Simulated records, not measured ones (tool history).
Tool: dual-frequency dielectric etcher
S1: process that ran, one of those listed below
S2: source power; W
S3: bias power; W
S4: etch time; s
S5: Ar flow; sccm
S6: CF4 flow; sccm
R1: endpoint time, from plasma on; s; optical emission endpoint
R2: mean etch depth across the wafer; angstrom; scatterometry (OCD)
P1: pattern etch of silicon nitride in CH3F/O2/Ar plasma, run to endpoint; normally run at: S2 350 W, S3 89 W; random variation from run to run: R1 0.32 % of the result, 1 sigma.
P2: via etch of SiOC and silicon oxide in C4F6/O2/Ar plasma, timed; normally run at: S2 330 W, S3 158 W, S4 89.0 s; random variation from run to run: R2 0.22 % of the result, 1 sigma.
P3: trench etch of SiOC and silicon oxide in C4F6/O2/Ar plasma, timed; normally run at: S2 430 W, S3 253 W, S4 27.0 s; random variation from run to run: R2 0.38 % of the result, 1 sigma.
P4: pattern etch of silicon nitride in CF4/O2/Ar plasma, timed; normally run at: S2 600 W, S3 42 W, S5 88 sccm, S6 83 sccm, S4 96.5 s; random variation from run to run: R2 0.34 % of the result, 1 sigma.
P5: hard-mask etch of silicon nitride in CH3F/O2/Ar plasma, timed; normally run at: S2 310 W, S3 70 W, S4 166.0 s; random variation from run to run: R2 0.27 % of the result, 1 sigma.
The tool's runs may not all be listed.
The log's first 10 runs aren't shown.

run 11 day=1.367 | S1=P4 S2=600 S3=42 S4=96.5 S5=123 S6=83 | R2=1912.20
run 12 day=1.512 | S1=P1 S2=470 S3=89 | R1=44.594
run 13 day=1.688 | S1=P5 S2=190 S3=70 S4=166.0 | R2=872.63
run 14 day=1.838 | S1=P1 S2=240 S3=89 | R1=57.184
run 15 day=2.017 | S1=P4 S2=600 S3=42 S4=96.5 S5=88 S6=83 | R2=2000.90
run 16 day=2.096 | S1=P4 S2=840 S3=42 S4=96.5 S5=88 S6=83 | R2=2677.60
-- day=2.117 wet clean of the chamber
run 17 day=2.225 | S1=P4 S2=600 S3=42 S4=96.5 S5=88 S6=83 | R2=1990.10
run 18 day=2.404 | S1=P4 S2=600 S3=42 S4=96.5 S5=88 S6=105 | R2=2063.40
run 19 day=2.517 | S1=P2 S2=330 S3=158 S4=89.0 | R2=881.80
run 20 day=2.608 | S1=P5 S2=310 S3=70 S4=166.0 | R2=1056.80
run 21 day=2.738 | S1=P1 S2=490 S3=61 | R1=49.745
run 22 day=2.854 | S1=P2 S2=330 S3=158 S4=89.0 | R2=883.50
run 23 day=2.938 | S1=P5 S2=310 S3=70 S4=109.5 | R2=691.82
run 24 day=3.092 | S1=P5 S2=310 S3=94 S4=166.0 | R2=1170.90
run 25 day=3.275 | S1=P4 S2=600 S3=42 S4=128.5 S5=88 S6=83 | R2=2659.40
run 26 day=3.433 | S1=P5 S2=310 S3=70 S4=166.0 | R2=1052.00
run 27 day=3.521 | S1=P2 S2=330 S3=218 S4=89.0 | R2=978.88

Forecast run 28:
run 28 day=3.675 | S1=P1 S2=350 S3=115 | R1=?

R1: 45.116 s
